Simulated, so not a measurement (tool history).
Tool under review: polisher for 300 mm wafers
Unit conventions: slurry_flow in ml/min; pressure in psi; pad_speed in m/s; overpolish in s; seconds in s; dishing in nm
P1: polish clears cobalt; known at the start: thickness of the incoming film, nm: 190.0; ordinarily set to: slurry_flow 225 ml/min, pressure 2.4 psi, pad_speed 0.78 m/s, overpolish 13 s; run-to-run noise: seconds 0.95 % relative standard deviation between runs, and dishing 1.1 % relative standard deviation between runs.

{"run": 1, "day": 0.612, "slurry_flow": 225, "pressure": 2.4, "pad_speed": 0.78, "overpolish": 13, "seconds": 41.634, "dishing": 38.077}
{"day": 1.058, "done": "head pressure recalibrated"}
{"run": 2, "day": 1.146, "slurry_flow": 225, "pressure": 2.4, "pad_speed": 0.46, "overpolish": 13, "seconds": 69.859, "dishing": 26.652}
{"run": 3, "day": 1.617, "slurry_flow": 225, "pressure": 2.4, "pad_speed": 0.78, "overpolish": 13, "seconds": 42.379, "dishing": 37.649}
{"run": 4, "day": 1.967, "slurry_flow": 320, "pressure": 2.4, "pad_speed": 0.78, "overpolish": 13, "seconds": 39.946, "dishing": 38.1}
{"run": 5, "day": 2.554, "slurry_flow": 175, "pressure": 1.4, "pad_speed": 0.78, "overpolish": 13, "seconds": 74.226, "dishing": 25.737}
{"run": 6, "day": 2.908, "slurry_flow": 225, "pressure": 1.5, "pad_speed": 0.78, "overpolish": 13, "seconds": 66.507, "dishing": 26.993}
{"run": 7, "day": 3.25, "slurry_flow": 225, "pressure": 3.4, "pad_speed": 0.78, "overpolish": 13, "seconds": 29.579, "dishing": 44.224}
{"run": 8, "day": 3.617, "slurry_flow": 225, "pressure": 2.4, "pad_speed": 1.24, "overpolish": 13, "seconds": 26.883, "dishing": 46.6}
{"run": 9, "day": 4.212, "slurry_flow": 225, "pressure": 2.4, "pad_speed": 0.78, "overpolish": 13, "seconds": 41.062, "dishing": 37.333}
{"run": 10, "day": 4.646, "slurry_flow": 225, "pressure": 2.4, "pad_speed": 0.78, "overpolish": 13, "seconds": 42.385, "dishing": 38.22}
{"run": 11, "day": 5.142, "slurry_flow": 225, "pressure": 2.4, "pad_speed": 0.78, "overpolish": 6, "seconds": 42.06, "dishing": 22.057}
{"run": 12, "day": 5.525, "slurry_flow": 225, "pressure": 2.4, "pad_speed": 0.78, "overpolish": 13, "seconds": 41.861, "dishing": 37.769}
{"run": 13, "day": 5.904, "slurry_flow": 225, "pressure": 2.4, "pad_speed": 0.78, "overpolish": 26, "seconds": 42.795, "dishing": 51.452}
{"run": 14, "day": 6.217, "slurry_flow": 225, "pressure": 2.4, "pad_speed": 0.78, "overpolish": 13, "seconds": 42.616, "dishing": 37.616}
{"run": 15, "day": 6.658, "slurry_flow": 135, "pressure": 2.4, "pad_speed": 0.78, "overpolish": 13, "seconds": 44.924, "dishing": 35.131}
{"run": 16, "day": 7.212, "slurry_flow": 225, "pressure": 2.4, "pad_speed": 0.78, "overpolish": 13, "seconds": 41.842, "dishing": 37.867}
{"run": 17, "day": 7.867, "slurry_flow": 225, "pressure": 2.4, "pad_speed": 0.78, "overpolish": 13, "seconds": 43.822, "dishing": 37.464}
{"run": 18, "day": 8.233, "slurry_flow": 225, "pressure": 2.4, "pad_speed": 0.78, "overpolish": 13, "seconds": 43.916, "dishing": 36.019}
{"run": 19, "day": 8.721, "slurry_flow": 225, "pressure": 2.4, "pad_speed": 0.78, "overpolish": 13, "seconds": 44.168, "dishing": 36.346}
{"run": 20, "day": 9.242, "slurry_flow": 225, "pressure": 2.4, "pad_speed": 0.78, "overpolish": 13, "seconds": 44.447, "dishing": 36.653}
{"day": 9.612, "done": "head pressure recalibrated"}
{"run": 21, "day": 9.646, "slurry_flow": 225, "pressure": 2.4, "pad_speed": 0.78, "overpolish": 13, "seconds": 45.062, "dishing": 35.509}
{"run": 22, "day": 10.012, "slurry_flow": 225, "pressure": 2.4, "pad_speed": 0.78, "overpolish": 13, "seconds": 44.413, "dishing": 35.82}
{"run": 23, "day": 10.575, "slurry_flow": 225, "pressure": 2.4, "pad_speed": 0.78, "overpolish": 13, "seconds": 43.955, "dishing": 36.178}

Something has made what P1 gives creep away from where it was; the 2 causes below, each at its own stated size, fit the log equally well:
A: removal rate lost through wear of the pad, % = 5.89
B: slurry flow missing at the pad, % = 34.3
The creep began at about day 7.212.
Why every other cause is out:
head's pressure below its setpoint, %: serviced at day 9.612, which brought nothing back

4 check runs are offered, each on 5 wafers whose results are averaged, their results left as question marks. Which one tells the causes apart?
{"run": "check 1", "day": 11.138, "slurry_flow": 225, "pressure": 1.5, "pad_speed": 0.78, "overpolish": 13, "seconds": "?", "dishing": "?"}
{"run": "check 2", "day": 11.138, "slurry_flow": 225, "pressure": 2.4, "pad_speed": 1.22, "overpolish": 24, "seconds": "?", "dishing": "?"}
{"run": "check 3", "day": 11.138, "slurry_flow": 225, "pressure": 1.9, "pad_speed": 0.78, "overpolish": 24, "seconds": "?", "dishing": "?"}
{"run": "check 4", "day": 11.138, "slurry_flow": 135, "pressure": 1.6, "pad_speed": 0.78, "overpolish": 13, "seconds": "?", "dishing": "?"}

Expected result of each check under each candidate cause:
check=check_1 result=seconds if_A=71.553 if_B=71.553
check=check_1 result=dishing if_A=26.225 if_B=26.225
check=check_2 result=seconds if_A=28.592 if_B=28.592
check=check_2 result=dishing if_A=56.034 if_B=56.034
check=check_3 result=seconds if_A=56.489 if_B=56.489
check=check_3 result=dishing if_A=44.593 if_B=44.593
check=check_4 result=seconds if_A=72.466 if_B=75.13
check=check_4 result=dishing if_A=25.966 if_B=25.269
Per check, the gap between the least separated pair of causes, taken in the result that splits them most: check 1 0 %; check 2 0 %; check 3 0 %; check 4 3.61 %
Of the check runs offered, only check 4 discriminates between the causes; the rest would read about the same regardless of which cause applies.

Check 4 was then run and gave: seconds 74.825 s; dishing 25.415 nm. Which cause is it?

The cause is B: slurry flow missing at the pad, %.

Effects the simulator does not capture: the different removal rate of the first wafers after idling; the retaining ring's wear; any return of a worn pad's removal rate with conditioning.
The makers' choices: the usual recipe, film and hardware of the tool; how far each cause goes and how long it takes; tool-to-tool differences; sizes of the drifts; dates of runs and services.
